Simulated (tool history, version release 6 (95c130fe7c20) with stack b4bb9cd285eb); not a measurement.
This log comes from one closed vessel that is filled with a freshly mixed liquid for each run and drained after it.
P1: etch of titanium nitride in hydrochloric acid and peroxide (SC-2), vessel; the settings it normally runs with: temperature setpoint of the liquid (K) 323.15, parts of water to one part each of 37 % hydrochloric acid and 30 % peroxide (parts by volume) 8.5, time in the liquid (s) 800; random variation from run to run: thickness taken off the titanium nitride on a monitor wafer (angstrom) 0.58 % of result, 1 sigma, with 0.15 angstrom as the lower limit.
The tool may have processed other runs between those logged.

run	hour	temperature setpoint of the liquid (K)	parts of water to one part each of 37 % hydrochloric acid and 30 % peroxide (parts by volume)	time in the liquid (s)	hours since the thermometer was replaced	hours since the chemicals flow meter was replaced	hours since the drum of peroxide was connected	thickness taken off the titanium nitride on a monitor wafer (angstrom)
1	13.3	323.15	8.5	800	413.7	1395.4	350.5	404.66
2	22.8	330.65	13.5	800	423.2	1404.9	360	443.97
3	30.5	323.15	8.5	800	430.9	1412.6	367.7	400.89
4	41.6	323.15	8.5	50	442	1423.7	378.8	25.391
5	49.2	309.15	8.5	800	449.6	1431.3	386.4	150.93
6	60.9	332.15	8.5	800	461.3	1443	398.1	719.08
7	68.8	323.15	11.5	90	469.2	1450.9	406	35.332
8	76.5	323.15	11.5	1255	476.9	1458.6	413.7	487.31
# hour 85.1: thermometer replaced
9	85.9	323.15	8.5	800	0.8	1468	423.1	403.33
10	95.9	323.15	8.5	800	10.8	1478	433.1	403.3
11	104.5	323.15	15	800	19.4	1486.6	441.7	248
12	117.7	323.15	8.5	800	32.6	1499.8	454.9	401.86
13	133.3	323.15	8.5	1155	48.2	1515.4	470.5	580.89
14	148.2	323.15	8.5	800	63.1	1530.3	485.4	403.86
15	159.7	323.15	4	800	74.6	1541.8	496.9	704.91
16	169.3	323.15	8.5	800	84.2	1551.4	506.5	396.19
17	184.5	323.15	8.5	800	99.4	1566.6	521.7	381.16
18	193.3	323.15	8.5	800	108.2	1575.4	530.5	379.76
# hour 201.9: new drum of peroxide connected
19	209.1	323.15	8.5	800	124	1591.2	7.2	371.65
20	220.8	323.15	8.5	800	135.7	1602.9	18.9	366.91
21	231.5	323.15	8.5	800	146.4	1613.6	29.6	369.2
22	248.2	323.15	8.5	800	163.1	1630.3	46.3	366.11
23	259.1	323.15	8.5	800	174	1641.2	57.2	366.54

Something has made what P1 gives creep away from where it was; the 2 causes below, each at its own stated size, fit the log equally well:
A: liquid colder than its thermometer reads (K) = 1.46
B: chemicals flow below the setpoint (%) = 11.2
The gradual shift began around hour 169.3.
What rules out each remaining cause:
peroxide weaker than its label (%): serviced at hour 201.9, which brought nothing back

Which of the 4 check runs listed below, each an average over 5 wafers with its results shown as question marks, gives clearly different results under the different listed causes?
check 1	270	310.15	14.5	800				?
check 2	270	332.15	8.5	125				?
check 3	270	315.65	4	800				?
check 4	270	315.65	8.5	75				?

Expected result of each check under each candidate cause:
check	result	if A	if B
check 1	thickness taken off the titanium nitride on a monitor wafer (angstrom)	93.336	93.434
check 2	thickness taken off the titanium nitride on a monitor wafer (angstrom)	102.77	102.29
check 3	thickness taken off the titanium nitride on a monitor wafer (angstrom)	380.94	389.3
check 4	thickness taken off the titanium nitride on a monitor wafer (angstrom)	20.408	20.516
Separation of the two closest causes in each check, using whichever result separates them best: check 1 0.11 %; check 2 0.47 %; check 3 2.17 %; check 4 0.53 %
Only check 3 tells the causes apart: in the others they would give nearly the same result.

Then check 3 was run and gave: thickness taken off the titanium nitride on a monitor wafer (angstrom) 378.91. Which cause is it?

It is A: liquid colder than its thermometer reads (K).

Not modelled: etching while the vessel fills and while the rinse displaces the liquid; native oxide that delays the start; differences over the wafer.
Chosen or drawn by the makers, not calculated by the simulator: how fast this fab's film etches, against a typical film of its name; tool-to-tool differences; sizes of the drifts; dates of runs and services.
